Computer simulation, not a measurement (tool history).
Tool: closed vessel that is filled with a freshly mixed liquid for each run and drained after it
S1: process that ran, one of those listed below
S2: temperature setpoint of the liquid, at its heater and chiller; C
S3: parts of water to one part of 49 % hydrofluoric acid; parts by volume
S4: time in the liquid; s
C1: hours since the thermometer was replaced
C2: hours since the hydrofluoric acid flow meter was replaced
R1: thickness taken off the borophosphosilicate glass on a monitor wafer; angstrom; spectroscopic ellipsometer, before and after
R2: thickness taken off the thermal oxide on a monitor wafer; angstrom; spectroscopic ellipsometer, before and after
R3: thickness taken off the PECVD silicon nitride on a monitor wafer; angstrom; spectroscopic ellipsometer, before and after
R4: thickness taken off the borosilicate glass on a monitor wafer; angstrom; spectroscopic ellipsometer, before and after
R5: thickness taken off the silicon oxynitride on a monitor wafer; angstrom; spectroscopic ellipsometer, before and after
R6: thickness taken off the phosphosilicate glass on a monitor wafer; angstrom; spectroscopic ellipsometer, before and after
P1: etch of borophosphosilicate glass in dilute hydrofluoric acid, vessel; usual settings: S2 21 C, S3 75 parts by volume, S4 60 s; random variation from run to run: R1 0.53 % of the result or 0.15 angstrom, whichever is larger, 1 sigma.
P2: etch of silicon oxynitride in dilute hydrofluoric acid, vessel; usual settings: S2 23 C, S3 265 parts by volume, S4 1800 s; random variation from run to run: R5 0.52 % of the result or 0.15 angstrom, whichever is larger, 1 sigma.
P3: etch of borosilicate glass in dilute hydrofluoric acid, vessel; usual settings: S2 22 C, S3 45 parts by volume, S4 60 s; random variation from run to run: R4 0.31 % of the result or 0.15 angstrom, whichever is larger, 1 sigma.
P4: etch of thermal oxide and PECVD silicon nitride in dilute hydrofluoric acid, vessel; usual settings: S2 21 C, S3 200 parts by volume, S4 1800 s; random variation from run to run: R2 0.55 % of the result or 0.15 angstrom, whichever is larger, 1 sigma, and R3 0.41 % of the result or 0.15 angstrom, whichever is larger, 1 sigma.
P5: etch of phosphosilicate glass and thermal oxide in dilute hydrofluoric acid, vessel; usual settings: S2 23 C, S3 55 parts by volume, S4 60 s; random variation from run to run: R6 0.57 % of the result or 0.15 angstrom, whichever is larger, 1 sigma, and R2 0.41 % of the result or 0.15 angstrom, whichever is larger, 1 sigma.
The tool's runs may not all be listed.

| run | hour | S1 | S2 | S3 | S4 | C1 | C2 | R1 | R2 | R3 | R4 | R5 | R6 |
|---|---|---|---|---|---|---|---|---|---|---|---|---|---|
| 1 | 3.3 | P1 | 21 | 75 | 60 | 341.2 | 305.8 | 409.48 |  |  |  |  |  |
| 2 | 7 | P1 | 17 | 75 | 60 | 344.9 | 309.5 | 343.08 |  |  |  |  |  |
| 3 | 11.5 | P4 | 21 | 200 | 1800 | 349.4 | 314 |  | 345.13 | 128.11 |  |  |  |
| 4 | 16.1 | P4 | 21 | 75 | 1800 | 354 | 318.6 |  | 1064.1 | 336.53 |  |  |  |
| 5 | 19.2 | P3 | 22 | 20 | 60 | 357.1 | 321.7 |  |  |  | 1213.8 |  |  |
| 6 | 22 | P1 | 27 | 75 | 60 | 359.9 | 324.5 | 520.43 |  |  |  |  |  |
| 7 | 25.4 | P2 | 23 | 265 | 400 | 363.3 | 327.9 |  |  |  |  | 18.087 |  |
| 8 | 27.7 | P1 | 21 | 75 | 30 | 365.6 | 330.2 | 204.78 |  |  |  |  |  |
| 9 | 32 | P1 | 21 | 40 | 60 | 369.9 | 334.5 | 802.15 |  |  |  |  |  |
| 10 | 37.4 | P5 | 23 | 55 | 30 | 375.3 | 339.9 |  | 26.696 |  |  |  | 539.74 |
| 11 | 39.7 | P1 | 21 | 75 | 95 | 377.6 | 342.2 | 650.55 |  |  |  |  |  |
| 12 | 42.9 | P1 | 21 | 75 | 60 | 380.8 | 345.4 | 408.87 |  |  |  |  |  |
| 13 | 45.8 | P2 | 23 | 265 | 1800 | 383.7 | 348.3 |  |  |  |  | 80.839 |  |
| 14 | 48.2 | P3 | 26 | 45 | 60 | 386.1 | 350.7 |  |  |  | 618.34 |  |  |
| 15 | 50.6 | P3 | 22 | 45 | 90 | 388.5 | 353.1 |  |  |  | 788.48 |  |  |
| 16 | 53.4 | P3 | 22 | 45 | 60 | 391.3 | 355.9 |  |  |  | 523.66 |  |  |
| 17 | 56.1 | P5 | 31 | 55 | 60 | 394 | 358.6 |  | 73.478 |  |  |  | 1468.7 |
| 18 | 59.9 | P2 | 23 | 120 | 1800 | 397.8 | 362.4 |  |  |  |  | 197.58 |  |
| 19 | 63.9 | P2 | 17.5 | 265 | 1800 | 401.8 | 366.4 |  |  |  |  | 63.105 |  |
| 20 | 67.5 | P5 | 23 | 55 | 60 | 405.4 | 370 |  | 53.433 |  |  |  | 1078 |
| 21 | 70.9 | P2 | 23 | 265 | 1800 | 408.8 | 373.4 |  |  |  |  | 80.425 |  |
| 22 | 75.2 | P1 | 21 | 75 | 60 | 413.1 | 377.7 | 407.81 |  |  |  |  |  |
| 23 | 79.7 | P4 | 21 | 200 | 30 | 417.6 | 382.2 |  | 5.8975 | 1.9774 |  |  |  |
| 24 | 82.5 | P4 | 17 | 200 | 1800 | 420.4 | 385 |  | 296.27 | 98.51 |  |  |  |
| 25 | 84.9 | P5 | 23 | 80 | 60 | 422.8 | 387.4 |  | 35.592 |  |  |  | 708.26 |
| 26 | 87.4 | P1 | 21 | 75 | 60 | 425.3 | 389.9 | 404.87 |  |  |  |  |  |
| 27 | 90.5 | P1 | 21 | 25 | 30 | 428.4 | 393 | 646.09 |  |  |  |  |  |
| 28 | 95 | P1 | 21 | 75 | 60 | 432.9 | 397.5 | 403.37 |  |  |  |  |  |
| 29 | 100.1 | P1 | 21 | 115 | 60 | 438 | 402.6 | 256.77 |  |  |  |  |  |
| 30 | 105.4 | P4 | 21 | 200 | 1800 | 443.3 | 407.9 |  | 347.27 | 129.05 |  |  |  |
| 31 | 108.7 | P1 | 21 | 75 | 60 | 446.6 | 411.2 | 410.1 |  |  |  |  |  |
| 32 | 113.2 | P1 | 21 | 75 | 60 | 451.1 | 415.7 | 427.25 |  |  |  |  |  |
| 33 | 116.1 | P1 | 21 | 75 | 60 | 454 | 418.6 | 428.88 |  |  |  |  |  |
| 34 | 119.5 | P1 | 21 | 75 | 60 | 457.4 | 422 | 433.59 |  |  |  |  |  |
| 35 | 123.1 | P1 | 21 | 75 | 60 | 461 | 425.6 | 440.86 |  |  |  |  |  |
| 36 | 126.4 | P1 | 21 | 75 | 60 | 464.3 | 428.9 | 439.39 |  |  |  |  |  |
| 37 | 131.1 | P1 | 21 | 75 | 60 | 469 | 433.6 | 445.3 |  |  |  |  |  |
| 38 | 136.1 | P1 | 21 | 75 | 60 | 474 | 438.6 | 444.46 |  |  |  |  |  |
| 39 | 138.9 | P1 | 21 | 75 | 60 | 476.8 | 441.4 | 450.33 |  |  |  |  |  |
| 40 | 142.3 | P1 | 21 | 75 | 60 | 480.2 | 444.8 | 447.72 |  |  |  |  |  |

Run 41 comes next. What will it give?
| 41 | 147.3 | P1 | 21 | 75 | 60 | 485.2 | 449.8 | ? |  |  |  |  |  |

{"run 41": {"R1": 446.06}}
